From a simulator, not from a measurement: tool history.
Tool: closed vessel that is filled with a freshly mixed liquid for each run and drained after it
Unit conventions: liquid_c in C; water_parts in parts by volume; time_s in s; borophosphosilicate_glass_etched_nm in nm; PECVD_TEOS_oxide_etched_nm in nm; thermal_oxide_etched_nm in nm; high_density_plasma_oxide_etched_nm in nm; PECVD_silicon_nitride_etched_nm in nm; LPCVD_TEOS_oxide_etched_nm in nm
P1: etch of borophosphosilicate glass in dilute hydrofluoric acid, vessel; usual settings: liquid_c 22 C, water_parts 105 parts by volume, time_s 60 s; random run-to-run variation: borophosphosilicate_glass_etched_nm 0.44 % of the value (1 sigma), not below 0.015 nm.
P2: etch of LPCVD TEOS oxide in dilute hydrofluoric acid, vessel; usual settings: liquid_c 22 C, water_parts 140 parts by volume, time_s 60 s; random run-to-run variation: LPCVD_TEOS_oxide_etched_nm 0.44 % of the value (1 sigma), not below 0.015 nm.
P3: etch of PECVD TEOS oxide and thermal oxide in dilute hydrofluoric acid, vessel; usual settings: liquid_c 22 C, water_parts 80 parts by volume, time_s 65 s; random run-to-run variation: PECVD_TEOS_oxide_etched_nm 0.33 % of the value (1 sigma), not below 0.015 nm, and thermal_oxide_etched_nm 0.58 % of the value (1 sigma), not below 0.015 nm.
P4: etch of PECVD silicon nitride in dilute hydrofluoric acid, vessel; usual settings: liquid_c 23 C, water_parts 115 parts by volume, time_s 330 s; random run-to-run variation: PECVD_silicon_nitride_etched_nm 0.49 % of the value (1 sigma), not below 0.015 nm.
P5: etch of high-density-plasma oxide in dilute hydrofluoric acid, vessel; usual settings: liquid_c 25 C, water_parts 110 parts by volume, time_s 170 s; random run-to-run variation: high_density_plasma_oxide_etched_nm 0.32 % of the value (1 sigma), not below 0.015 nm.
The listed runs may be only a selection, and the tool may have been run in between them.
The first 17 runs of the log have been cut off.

run,day,process,liquid_c,water_parts,time_s,hours since the thermometer was replaced,hours since the hydrofluoric acid flow meter was replaced,borophosphosilicate_glass_etched_nm,PECVD_TEOS_oxide_etched_nm,thermal_oxide_etched_nm,high_density_plasma_oxide_etched_nm,PECVD_silicon_nitride_etched_nm,LPCVD_TEOS_oxide_etched_nm
18,3.9,P5,25,110,170,1064.1,142.5,,,,10.019,,
19,4.108,P2,17,140,60,1069.1,147.5,,,,,,7.9401
20,4.246,P2,22,30,60,1072.4,150.8,,,,,,51.388
21,4.421,P4,23,115,165,1076.6,155,,,,,2.9739,
22,4.692,P1,28.5,105,60,1083.1,161.5,38.393,,,,,
23,4.842,P1,22,165,60,1086.7,165.1,17.89,,,,,
24,5.125,P2,22,140,60,1093.5,171.9,,,,,,9.7081
# day 5.158: thermometer replaced
25,5.271,P3,27,80,65,2.7,175.4,,12.916,4.6857,,,
26,5.458,P3,22,40,65,7.2,179.9,,22.284,7.9404,,,

Predict the results of run 27:
27,5.608,P1,22,105,60,10.8,183.5,?,,,,,

{"run 27": {"borophosphosilicate_glass_etched_nm": 29.834}}
